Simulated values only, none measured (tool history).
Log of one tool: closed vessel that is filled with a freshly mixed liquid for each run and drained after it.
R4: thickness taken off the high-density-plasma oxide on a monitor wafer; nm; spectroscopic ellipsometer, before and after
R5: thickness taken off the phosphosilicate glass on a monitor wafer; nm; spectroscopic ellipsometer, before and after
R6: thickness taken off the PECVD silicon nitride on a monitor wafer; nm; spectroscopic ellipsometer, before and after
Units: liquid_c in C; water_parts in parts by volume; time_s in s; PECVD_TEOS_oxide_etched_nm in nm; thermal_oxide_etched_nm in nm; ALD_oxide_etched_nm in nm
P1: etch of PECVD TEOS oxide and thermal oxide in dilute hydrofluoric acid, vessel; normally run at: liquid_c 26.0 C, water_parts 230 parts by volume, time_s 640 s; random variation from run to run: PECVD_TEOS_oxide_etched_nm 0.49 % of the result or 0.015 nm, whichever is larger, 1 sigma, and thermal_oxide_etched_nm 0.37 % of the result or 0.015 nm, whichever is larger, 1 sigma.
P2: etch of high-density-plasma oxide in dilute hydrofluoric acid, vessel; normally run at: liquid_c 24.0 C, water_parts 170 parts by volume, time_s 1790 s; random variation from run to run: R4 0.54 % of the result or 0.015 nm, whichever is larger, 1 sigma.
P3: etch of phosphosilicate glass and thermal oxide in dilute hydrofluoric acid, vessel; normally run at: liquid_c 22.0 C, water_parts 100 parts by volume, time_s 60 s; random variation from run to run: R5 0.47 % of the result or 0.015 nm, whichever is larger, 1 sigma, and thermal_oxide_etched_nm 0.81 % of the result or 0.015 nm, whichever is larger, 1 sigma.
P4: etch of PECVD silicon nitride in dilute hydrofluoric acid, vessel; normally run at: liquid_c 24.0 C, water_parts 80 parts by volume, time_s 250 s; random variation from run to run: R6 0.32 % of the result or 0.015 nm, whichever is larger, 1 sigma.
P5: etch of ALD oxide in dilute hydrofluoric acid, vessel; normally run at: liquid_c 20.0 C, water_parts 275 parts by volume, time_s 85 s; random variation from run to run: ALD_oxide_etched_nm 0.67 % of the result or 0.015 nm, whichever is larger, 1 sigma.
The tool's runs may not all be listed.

{"run": 1, "hour": 14.4, "process": "P1", "liquid_c": 26.0, "water_parts": 230, "time_s": 640, "PECVD_TEOS_oxide_etched_nm": 58.999, "thermal_oxide_etched_nm": 12.912}
{"run": 2, "hour": 25.0, "process": "P5", "liquid_c": 20.0, "water_parts": 275, "time_s": 30, "ALD_oxide_etched_nm": 1.4048}
{"run": 3, "hour": 35.8, "process": "P2", "liquid_c": 32.5, "water_parts": 170, "time_s": 1790, "R4": 73.443}
{"run": 4, "hour": 48.0, "process": "P3", "liquid_c": 17.0, "water_parts": 100, "time_s": 60, "thermal_oxide_etched_nm": 2.2224, "R5": 71.296}
{"run": 5, "hour": 60.0, "process": "P1", "liquid_c": 33.0, "water_parts": 230, "time_s": 640, "PECVD_TEOS_oxide_etched_nm": 75.148, "thermal_oxide_etched_nm": 16.216}
{"run": 6, "hour": 74.2, "process": "P4", "liquid_c": 24.0, "water_parts": 80, "time_s": 480, "R6": 17.063}
{"run": 7, "hour": 81.8, "process": "P1", "liquid_c": 26.0, "water_parts": 340, "time_s": 975, "PECVD_TEOS_oxide_etched_nm": 54.573, "thermal_oxide_etched_nm": 11.853}
{"run": 8, "hour": 93.3, "process": "P2", "liquid_c": 24.0, "water_parts": 170, "time_s": 1790, "R4": 54.151}
{"run": 9, "hour": 106.2, "process": "P5", "liquid_c": 20.0, "water_parts": 275, "time_s": 85, "ALD_oxide_etched_nm": 4.1195}
{"run": 10, "hour": 119.6, "process": "P1", "liquid_c": 26.0, "water_parts": 415, "time_s": 640, "PECVD_TEOS_oxide_etched_nm": 27.006, "thermal_oxide_etched_nm": 5.9097}
{"run": 11, "hour": 132.0, "process": "P3", "liquid_c": 22.0, "water_parts": 185, "time_s": 60, "thermal_oxide_etched_nm": 1.3229, "R5": 43.762}
{"run": 12, "hour": 139.7, "process": "P2", "liquid_c": 24.0, "water_parts": 285, "time_s": 1790, "R4": 28.378}
{"run": 13, "hour": 149.1, "process": "P2", "liquid_c": 24.0, "water_parts": 170, "time_s": 1790, "R4": 53.84}
{"run": 14, "hour": 156.0, "process": "P5", "liquid_c": 20.0, "water_parts": 430, "time_s": 85, "ALD_oxide_etched_nm": 2.2988}
{"run": 15, "hour": 170.3, "process": "P1", "liquid_c": 26.0, "water_parts": 230, "time_s": 640, "PECVD_TEOS_oxide_etched_nm": 59.551, "thermal_oxide_etched_nm": 12.86}
{"run": 16, "hour": 177.7, "process": "P4", "liquid_c": 24.0, "water_parts": 80, "time_s": 250, "R6": 8.9428}
{"run": 17, "hour": 190.4, "process": "P1", "liquid_c": 26.0, "water_parts": 230, "time_s": 225, "PECVD_TEOS_oxide_etched_nm": 20.877, "thermal_oxide_etched_nm": 4.5266}
{"run": 18, "hour": 201.6, "process": "P1", "liquid_c": 18.0, "water_parts": 230, "time_s": 640, "PECVD_TEOS_oxide_etched_nm": 43.895, "thermal_oxide_etched_nm": 9.5451}
{"run": 19, "hour": 211.0, "process": "P1", "liquid_c": 26.0, "water_parts": 230, "time_s": 640, "PECVD_TEOS_oxide_etched_nm": 59.139, "thermal_oxide_etched_nm": 12.962}
{"run": 20, "hour": 225.6, "process": "P1", "liquid_c": 26.0, "water_parts": 230, "time_s": 1180, "PECVD_TEOS_oxide_etched_nm": 108.48, "thermal_oxide_etched_nm": 23.681}
{"run": 21, "hour": 236.8, "process": "P3", "liquid_c": 22.0, "water_parts": 100, "time_s": 85, "thermal_oxide_etched_nm": 3.7026, "R5": 125.63}
{"run": 22, "hour": 244.1, "process": "P4", "liquid_c": 24.0, "water_parts": 40, "time_s": 250, "R6": 17.699}
{"run": 23, "hour": 258.9, "process": "P3", "liquid_c": 22.0, "water_parts": 100, "time_s": 60, "thermal_oxide_etched_nm": 2.6706, "R5": 88.728}
{"run": 24, "hour": 270.0, "process": "P1", "liquid_c": 26.0, "water_parts": 230, "time_s": 640, "PECVD_TEOS_oxide_etched_nm": 59.383, "thermal_oxide_etched_nm": 12.842}
{"run": 25, "hour": 277.8, "process": "P1", "liquid_c": 26.0, "water_parts": 230, "time_s": 640, "PECVD_TEOS_oxide_etched_nm": 59.312, "thermal_oxide_etched_nm": 12.888}
{"run": 26, "hour": 284.8, "process": "P4", "liquid_c": 17.0, "water_parts": 80, "time_s": 250, "R6": 5.5715}
{"run": 27, "hour": 293.2, "process": "P5", "liquid_c": 17.0, "water_parts": 275, "time_s": 85, "ALD_oxide_etched_nm": 3.6619}
{"run": 28, "hour": 306.2, "process": "P1", "liquid_c": 26.0, "water_parts": 45, "time_s": 640, "PECVD_TEOS_oxide_etched_nm": 380.35, "thermal_oxide_etched_nm": 82.647}
{"run": 29, "hour": 317.4, "process": "P2", "liquid_c": 24.0, "water_parts": 170, "time_s": 3230, "R4": 97.32}
{"run": 30, "hour": 327.6, "process": "P4", "liquid_c": 24.0, "water_parts": 80, "time_s": 250, "R6": 8.9537}
{"run": 31, "hour": 335.3, "process": "P1", "liquid_c": 26.0, "water_parts": 230, "time_s": 640, "PECVD_TEOS_oxide_etched_nm": 59.519, "thermal_oxide_etched_nm": 12.794}
{"run": 32, "hour": 350.2, "process": "P1", "liquid_c": 26.0, "water_parts": 230, "time_s": 640, "PECVD_TEOS_oxide_etched_nm": 56.923, "thermal_oxide_etched_nm": 12.39}
{"run": 33, "hour": 358.3, "process": "P1", "liquid_c": 26.0, "water_parts": 230, "time_s": 640, "PECVD_TEOS_oxide_etched_nm": 56.251, "thermal_oxide_etched_nm": 12.351}
{"run": 34, "hour": 367.1, "process": "P1", "liquid_c": 26.0, "water_parts": 230, "time_s": 640, "PECVD_TEOS_oxide_etched_nm": 56.12, "thermal_oxide_etched_nm": 12.198}
{"run": 35, "hour": 381.0, "process": "P1", "liquid_c": 26.0, "water_parts": 230, "time_s": 640, "PECVD_TEOS_oxide_etched_nm": 55.933, "thermal_oxide_etched_nm": 12.075}
{"run": 36, "hour": 387.7, "process": "P1", "liquid_c": 26.0, "water_parts": 230, "time_s": 640, "PECVD_TEOS_oxide_etched_nm": 55.345, "thermal_oxide_etched_nm": 12.0}
{"run": 37, "hour": 397.0, "process": "P1", "liquid_c": 26.0, "water_parts": 230, "time_s": 640, "PECVD_TEOS_oxide_etched_nm": 55.372, "thermal_oxide_etched_nm": 12.023}
{"run": 38, "hour": 411.7, "process": "P1", "liquid_c": 26.0, "water_parts": 230, "time_s": 640, "PECVD_TEOS_oxide_etched_nm": 54.913, "thermal_oxide_etched_nm": 11.954}
{"run": 39, "hour": 419.3, "process": "P1", "liquid_c": 26.0, "water_parts": 230, "time_s": 640, "PECVD_TEOS_oxide_etched_nm": 54.972, "thermal_oxide_etched_nm": 11.871}
{"run": 40, "hour": 433.2, "process": "P1", "liquid_c": 26.0, "water_parts": 230, "time_s": 640, "PECVD_TEOS_oxide_etched_nm": 54.991, "thermal_oxide_etched_nm": 11.895}

What P1 gives has crept away from where it was. These 2 causes fit the log equally well, each at the size given:
A: liquid colder than its thermometer reads (K) = 2.16
B: hydrofluoric acid flow below the setpoint (%) = 5.98
The creep began at about hour 335.3.

4 check runs are offered, one wafer each, their results left as question marks. Which one tells the causes apart?
{"run": "check 1", "hour": 447.1, "process": "P2", "liquid_c": 30.0, "water_parts": 170, "time_s": 1790, "R4": "?"}
{"run": "check 2", "hour": 447.1, "process": "P4", "liquid_c": 17.0, "water_parts": 80, "time_s": 480, "R6": "?"}
{"run": "check 3", "hour": 447.1, "process": "P5", "liquid_c": 20.0, "water_parts": 360, "time_s": 30, "ALD_oxide_etched_nm": "?"}
{"run": "check 4", "hour": 447.1, "process": "P3", "liquid_c": 22.0, "water_parts": 180, "time_s": 60, "thermal_oxide_etched_nm": "?", "R5": "?"}

What each check would give under each cause:
check=check_1 result=R4 if_A=62.280 if_B=62.403
check=check_2 result=R6 if_A=9.1395 if_B=10.0330
check=check_3 result=ALD_oxide_etched_nm if_A=0.94298 if_B=0.93971
check=check_4 result=thermal_oxide_etched_nm if_A=1.2503 if_B=1.2628
check=check_4 result=R5 if_A=41.384 if_B=41.799
How far apart the two closest causes lie, in the result that separates them most: check 1 0.2 %; check 2 9.33 %; check 3 0.35 %; check 4 1 %
Only check 2 tells the causes apart: in the others they would give nearly the same result.

Check 2 was then run and gave: R6 9.1649 nm. Which cause is it?

It is A: liquid colder than its thermometer reads (K).
